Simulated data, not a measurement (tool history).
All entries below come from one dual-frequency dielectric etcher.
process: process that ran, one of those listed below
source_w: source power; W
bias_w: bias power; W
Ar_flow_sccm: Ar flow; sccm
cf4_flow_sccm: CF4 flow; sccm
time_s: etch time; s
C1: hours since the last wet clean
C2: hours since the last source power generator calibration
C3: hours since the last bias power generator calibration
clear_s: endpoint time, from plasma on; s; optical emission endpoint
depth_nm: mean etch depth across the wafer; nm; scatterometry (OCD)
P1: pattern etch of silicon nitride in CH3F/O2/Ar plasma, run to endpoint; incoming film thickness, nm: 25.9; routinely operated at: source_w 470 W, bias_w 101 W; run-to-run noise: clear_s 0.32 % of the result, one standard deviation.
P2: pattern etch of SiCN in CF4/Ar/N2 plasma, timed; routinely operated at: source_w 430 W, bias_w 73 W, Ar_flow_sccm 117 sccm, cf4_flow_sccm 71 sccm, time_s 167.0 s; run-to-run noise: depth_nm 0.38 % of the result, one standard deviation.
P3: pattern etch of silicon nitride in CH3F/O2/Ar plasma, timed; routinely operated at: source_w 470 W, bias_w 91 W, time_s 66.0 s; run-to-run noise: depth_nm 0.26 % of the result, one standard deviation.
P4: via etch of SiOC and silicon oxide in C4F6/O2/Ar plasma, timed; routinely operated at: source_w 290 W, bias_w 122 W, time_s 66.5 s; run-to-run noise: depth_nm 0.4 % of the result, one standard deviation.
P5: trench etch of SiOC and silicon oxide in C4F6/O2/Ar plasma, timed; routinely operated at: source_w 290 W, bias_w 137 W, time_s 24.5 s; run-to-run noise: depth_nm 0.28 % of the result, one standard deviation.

run 1 hour=3.3 | process=P1 source_w=470 bias_w=101 | C1=444.0 C2=1111.7 C3=1653.6 | clear_s=30.947
run 2 hour=7.0 | process=P1 source_w=600 bias_w=131 | C1=447.7 C2=1115.4 C3=1657.3 | clear_s=25.680
run 3 hour=10.4 | process=P1 source_w=470 bias_w=137 | C1=451.1 C2=1118.8 C3=1660.7 | clear_s=27.514
run 4 hour=13.3 | process=P2 source_w=430 bias_w=73 Ar_flow_sccm=117 cf4_flow_sccm=71 time_s=244.5 | C1=454.0 C2=1121.7 C3=1663.6 | depth_nm=203.560
-- hour=15.3 bias power generator calibrated
run 5 hour=16.9 | process=P2 source_w=350 bias_w=73 Ar_flow_sccm=117 cf4_flow_sccm=71 time_s=167.0 | C1=457.6 C2=1125.3 C3=1.6 | depth_nm=116.370
run 6 hour=19.9 | process=P2 source_w=430 bias_w=73 Ar_flow_sccm=117 cf4_flow_sccm=71 time_s=167.0 | C1=460.6 C2=1128.3 C3=4.6 | depth_nm=138.630
run 7 hour=22.8 | process=P1 source_w=470 bias_w=101 | C1=463.5 C2=1131.2 C3=7.5 | clear_s=30.922
run 8 hour=25.4 | process=P5 source_w=290 bias_w=137 time_s=24.5 | C1=466.1 C2=1133.8 C3=10.1 | depth_nm=40.237
run 9 hour=28.0 | process=P3 source_w=470 bias_w=91 time_s=47.5 | C1=468.7 C2=1136.4 C3=12.7 | depth_nm=38.451
run 10 hour=31.4 | process=P4 source_w=180 bias_w=122 time_s=66.5 | C1=472.1 C2=1139.8 C3=16.1 | depth_nm=49.407
run 11 hour=33.8 | process=P5 source_w=290 bias_w=96 time_s=24.5 | C1=474.5 C2=1142.2 C3=18.5 | depth_nm=36.263
run 12 hour=38.1 | process=P4 source_w=290 bias_w=122 time_s=89.5 | C1=478.8 C2=1146.5 C3=22.8 | depth_nm=80.484
run 13 hour=43.0 | process=P1 source_w=630 bias_w=101 | C1=483.7 C2=1151.4 C3=27.7 | clear_s=27.713
run 14 hour=46.6 | process=P3 source_w=470 bias_w=68 time_s=66.0 | C1=487.3 C2=1155.0 C3=31.3 | depth_nm=48.354
run 15 hour=49.5 | process=P4 source_w=290 bias_w=122 time_s=66.5 | C1=490.2 C2=1157.9 C3=34.2 | depth_nm=59.547
run 16 hour=52.8 | process=P1 source_w=470 bias_w=101 | C1=493.5 C2=1161.2 C3=37.5 | clear_s=30.763
run 17 hour=55.8 | process=P5 source_w=290 bias_w=137 time_s=36.5 | C1=496.5 C2=1164.2 C3=40.5 | depth_nm=60.211
run 18 hour=60.5 | process=P2 source_w=430 bias_w=73 Ar_flow_sccm=117 cf4_flow_sccm=95 time_s=167.0 | C1=501.2 C2=1168.9 C3=45.2 | depth_nm=144.140
run 19 hour=64.3 | process=P1 source_w=650 bias_w=78 | C1=505.0 C2=1172.7 C3=49.0 | clear_s=29.829
run 20 hour=67.7 | process=P2 source_w=430 bias_w=96 Ar_flow_sccm=117 cf4_flow_sccm=71 time_s=167.0 | C1=508.4 C2=1176.1 C3=52.4 | depth_nm=153.610
run 21 hour=71.8 | process=P1 source_w=290 bias_w=101 | C1=512.5 C2=1180.2 C3=56.5 | clear_s=37.046
run 22 hour=75.4 | process=P3 source_w=360 bias_w=91 time_s=66.0 | C1=516.1 C2=1183.8 C3=60.1 | depth_nm=48.429
run 23 hour=78.4 | process=P1 source_w=470 bias_w=101 | C1=519.1 C2=1186.8 C3=63.1 | clear_s=30.961
run 24 hour=83.4 | process=P1 source_w=470 bias_w=101 | C1=524.1 C2=1191.8 C3=68.1 | clear_s=30.958

Run 25 has not been measured yet. What should we expect?
run 25 hour=86.8 | process=P4 source_w=290 bias_w=81 time_s=66.5 | C1=527.5 C2=1195.2 C3=71.5 | depth_nm=?

{"run 25": {"depth_nm": 52.812}}
